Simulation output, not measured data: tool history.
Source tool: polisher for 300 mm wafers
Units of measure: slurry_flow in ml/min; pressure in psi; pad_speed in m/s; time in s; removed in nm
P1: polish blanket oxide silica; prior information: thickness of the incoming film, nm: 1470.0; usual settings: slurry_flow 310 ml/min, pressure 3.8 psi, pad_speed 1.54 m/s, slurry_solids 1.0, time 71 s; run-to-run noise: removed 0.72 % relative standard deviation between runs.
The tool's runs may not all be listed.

run	hour	slurry_flow	pressure	pad_speed	slurry_solids	time	removed
1	16.5	310	3.8	1.54	1.0	71	234.19
2	26.1	310	3.8	1.54	1.0	104	346.82
3	34.8	310	3.8	1.54	1.0	71	232.77
4	45.1	195	3.8	1.54	1.0	71	222.88
5	56.4	310	3.8	1.54	1.0	71	232.92
6	69.9	310	3.8	1.54	1.0	71	231.67
7	78.2	445	3.8	1.54	1.0	71	242.21
8	94.8	310	3.8	0.76	1.0	71	130.90
9	106.1	310	3.8	1.54	1.0	41	136.03
10	114.5	310	3.8	1.54	1.0	71	232.97
11	122.5	310	3.8	1.54	1.3	71	261.78
12	132.7	310	5.7	1.54	1.0	71	350.47
13	141.9	310	3.8	1.54	1.0	71	236.22

Estimate the outcome of run 14 from the log above:
14	156.7	310	1.9	1.54	1.0	71	?

{"run 14": {"removed": 117.86}}

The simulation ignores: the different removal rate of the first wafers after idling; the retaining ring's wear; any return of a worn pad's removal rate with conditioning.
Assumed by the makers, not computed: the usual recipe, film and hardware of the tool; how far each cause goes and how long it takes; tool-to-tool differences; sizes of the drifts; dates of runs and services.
